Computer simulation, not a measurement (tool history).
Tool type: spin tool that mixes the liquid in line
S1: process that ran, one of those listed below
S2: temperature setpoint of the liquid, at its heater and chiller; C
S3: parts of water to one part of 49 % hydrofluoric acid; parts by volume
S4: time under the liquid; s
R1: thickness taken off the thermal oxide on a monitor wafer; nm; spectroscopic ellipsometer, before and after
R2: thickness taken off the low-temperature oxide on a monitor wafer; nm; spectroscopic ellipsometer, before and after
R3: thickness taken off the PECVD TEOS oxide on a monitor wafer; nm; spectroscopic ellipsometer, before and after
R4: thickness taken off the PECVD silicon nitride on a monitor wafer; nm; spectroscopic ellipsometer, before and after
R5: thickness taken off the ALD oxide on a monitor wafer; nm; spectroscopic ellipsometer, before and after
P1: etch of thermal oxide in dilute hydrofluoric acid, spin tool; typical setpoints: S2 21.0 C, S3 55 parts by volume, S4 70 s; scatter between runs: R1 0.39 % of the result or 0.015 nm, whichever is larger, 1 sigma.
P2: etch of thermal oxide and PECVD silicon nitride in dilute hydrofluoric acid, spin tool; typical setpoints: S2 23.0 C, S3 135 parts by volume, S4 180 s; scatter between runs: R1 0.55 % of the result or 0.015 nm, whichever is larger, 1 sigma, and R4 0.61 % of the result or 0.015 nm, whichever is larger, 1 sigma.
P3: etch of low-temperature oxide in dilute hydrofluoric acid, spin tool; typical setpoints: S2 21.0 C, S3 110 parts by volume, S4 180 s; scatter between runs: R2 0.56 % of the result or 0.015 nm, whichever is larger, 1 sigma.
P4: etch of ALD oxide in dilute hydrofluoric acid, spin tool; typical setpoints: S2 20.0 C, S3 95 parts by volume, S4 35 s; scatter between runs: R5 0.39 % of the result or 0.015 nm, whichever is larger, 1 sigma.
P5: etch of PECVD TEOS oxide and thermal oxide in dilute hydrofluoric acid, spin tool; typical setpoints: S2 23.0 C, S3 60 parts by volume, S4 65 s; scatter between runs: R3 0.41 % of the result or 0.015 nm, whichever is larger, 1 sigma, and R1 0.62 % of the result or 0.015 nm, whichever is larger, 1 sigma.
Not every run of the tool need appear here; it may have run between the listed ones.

{"run": 1, "hour": 17.2, "S1": "P1", "S2": 21.0, "S3": 55, "S4": 70, "R1": 5.9403}
{"run": 2, "hour": 25.4, "S1": "P3", "S2": 17.0, "S3": 110, "S4": 180, "R2": 22.472}
{"run": 3, "hour": 41.8, "S1": "P5", "S2": 31.0, "S3": 60, "S4": 65, "R1": 7.1785, "R3": 18.907}
{"run": 4, "hour": 52.9, "S1": "P1", "S2": 17.0, "S3": 55, "S4": 70, "R1": 5.0226}
{"run": 5, "hour": 64.4, "S1": "P2", "S2": 23.0, "S3": 20, "S4": 180, "R1": 48.279, "R4": 24.482}
{"run": 6, "hour": 80.7, "S1": "P1", "S2": 21.0, "S3": 30, "S4": 70, "R1": 11.192}
{"hour": 87.9, "done": "thermometer replaced"}
{"run": 7, "hour": 98.3, "S1": "P4", "S2": 20.0, "S3": 95, "S4": 15, "R5": 2.6131}
{"run": 8, "hour": 107.9, "S1": "P3", "S2": 21.0, "S3": 110, "S4": 15, "R2": 2.2611}
{"run": 9, "hour": 121.9, "S1": "P1", "S2": 21.0, "S3": 55, "S4": 70, "R1": 5.8891}
{"run": 10, "hour": 132.7, "S1": "P4", "S2": 20.0, "S3": 95, "S4": 35, "R5": 5.9914}
{"run": 11, "hour": 150.2, "S1": "P5", "S2": 23.0, "S3": 60, "S4": 65, "R1": 5.1906, "R3": 13.841}
{"run": 12, "hour": 159.8, "S1": "P2", "S2": 23.0, "S3": 135, "S4": 180, "R1": 6.2504, "R4": 3.7251}
{"run": 13, "hour": 176.6, "S1": "P1", "S2": 17.5, "S3": 55, "S4": 110, "R1": 8.055}
{"run": 14, "hour": 185.9, "S1": "P2", "S2": 23.0, "S3": 135, "S4": 180, "R1": 6.2423, "R4": 3.7798}
{"run": 15, "hour": 201.0, "S1": "P1", "S2": 21.0, "S3": 55, "S4": 20, "R1": 1.6943}
{"run": 16, "hour": 217.7, "S1": "P5", "S2": 23.0, "S3": 20, "S4": 65, "R1": 16.345, "R3": 43.288}
{"run": 17, "hour": 226.1, "S1": "P1", "S2": 17.0, "S3": 55, "S4": 40, "R1": 2.8469}
{"run": 18, "hour": 242.9, "S1": "P1", "S2": 21.0, "S3": 55, "S4": 70, "R1": 5.9175}
{"run": 19, "hour": 251.8, "S1": "P1", "S2": 28.0, "S3": 20, "S4": 70, "R1": 22.857}
{"run": 20, "hour": 261.1, "S1": "P5", "S2": 23.0, "S3": 60, "S4": 65, "R1": 5.1702, "R3": 13.621}
{"run": 21, "hour": 274.8, "S1": "P3", "S2": 21.0, "S3": 110, "S4": 180, "R2": 26.652}
{"run": 22, "hour": 286.4, "S1": "P1", "S2": 21.0, "S3": 55, "S4": 70, "R1": 5.9528}
{"run": 23, "hour": 300.2, "S1": "P4", "S2": 28.5, "S3": 95, "S4": 35, "R5": 8.4207}
{"run": 24, "hour": 309.9, "S1": "P4", "S2": 20.0, "S3": 95, "S4": 35, "R5": 6.0252}
{"run": 25, "hour": 324.6, "S1": "P4", "S2": 20.0, "S3": 55, "S4": 35, "R5": 10.854}
{"run": 26, "hour": 342.4, "S1": "P1", "S2": 27.5, "S3": 55, "S4": 70, "R1": 7.7282}
{"run": 27, "hour": 356.0, "S1": "P5", "S2": 23.0, "S3": 60, "S4": 115, "R1": 9.1285, "R3": 24.268}
{"run": 28, "hour": 372.5, "S1": "P2", "S2": 23.0, "S3": 135, "S4": 265, "R1": 9.1804, "R4": 5.509}
{"run": 29, "hour": 386.4, "S1": "P1", "S2": 21.0, "S3": 80, "S4": 70, "R1": 3.9547}
{"run": 30, "hour": 396.9, "S1": "P2", "S2": 31.0, "S3": 135, "S4": 180, "R1": 8.4733, "R4": 6.3102}
{"run": 31, "hour": 406.5, "S1": "P3", "S2": 21.0, "S3": 165, "S4": 180, "R2": 16.93}
{"run": 32, "hour": 414.8, "S1": "P1", "S2": 21.0, "S3": 55, "S4": 125, "R1": 10.536}
{"run": 33, "hour": 433.0, "S1": "P1", "S2": 21.0, "S3": 55, "S4": 70, "R1": 5.9356}
{"run": 34, "hour": 449.6, "S1": "P1", "S2": 21.0, "S3": 55, "S4": 70, "R1": 6.1433}
{"run": 35, "hour": 466.6, "S1": "P1", "S2": 21.0, "S3": 55, "S4": 70, "R1": 6.267}
{"run": 36, "hour": 477.6, "S1": "P1", "S2": 21.0, "S3": 55, "S4": 70, "R1": 6.3579}
{"run": 37, "hour": 495.7, "S1": "P1", "S2": 21.0, "S3": 55, "S4": 70, "R1": 6.3651}
{"run": 38, "hour": 506.3, "S1": "P1", "S2": 21.0, "S3": 55, "S4": 70, "R1": 6.4162}
{"run": 39, "hour": 518.6, "S1": "P1", "S2": 21.0, "S3": 55, "S4": 70, "R1": 6.3865}
{"run": 40, "hour": 532.1, "S1": "P1", "S2": 21.0, "S3": 55, "S4": 70, "R1": 6.4333}
{"run": 41, "hour": 543.8, "S1": "P1", "S2": 21.0, "S3": 55, "S4": 70, "R1": 6.4545}
{"run": 42, "hour": 552.4, "S1": "P1", "S2": 21.0, "S3": 55, "S4": 70, "R1": 6.4658}

Something has made what P1 gives creep away from where it was; the 2 causes below, each at its own stated size, fit the log equally well:
A: hydrofluoric acid flow above the setpoint (%) = 8.19
B: liquid hotter than its thermometer reads (K) = 2.02
Onset of the creep was near hour 433.0.

Consider the 4 check runs below, whose results appear as question marks and each of which averages 2 wafers. Which one distinguishes the causes, in that each cause would give it a clearly different result?
{"run": "check 1", "hour": 561.0, "S1": "P2", "S2": 29.5, "S3": 135, "S4": 180, "R1": "?", "R4": "?"}
{"run": "check 2", "hour": 561.0, "S1": "P5", "S2": 23.0, "S3": 20, "S4": 65, "R1": "?", "R3": "?"}
{"run": "check 3", "hour": 561.0, "S1": "P3", "S2": 17.0, "S3": 110, "S4": 15, "R2": "?"}
{"run": "check 4", "hour": 561.0, "S1": "P4", "S2": 26.0, "S3": 60, "S4": 35, "R5": "?"}

Outcome of each check run for each possible cause:
check=check_1 result=R1 if_A=8.7275 if_B=8.5613
check=check_1 result=R4 if_A=6.1850 if_B=6.4665
check=check_2 result=R1 if_A=17.8450 if_B=17.9300
check=check_2 result=R3 if_A=47.081 if_B=47.306
check=check_3 result=R2 if_A=2.0679 if_B=2.0609
check=check_4 result=R5 if_A=13.8280 if_B=13.7660
Separation of the two closest causes in each check, using whichever result separates them best: check 1 4.45 %; check 2 0.48 %; check 3 0.34 %; check 4 0.45 %
Only check 1 tells the causes apart: in the others they would give nearly the same result.

The results of check 1 are: R1 8.5605 nm; R4 6.4280 nm. Based on these, which of the listed causes is it?

Of the candidate causes, it is B: liquid hotter than its thermometer reads (K).
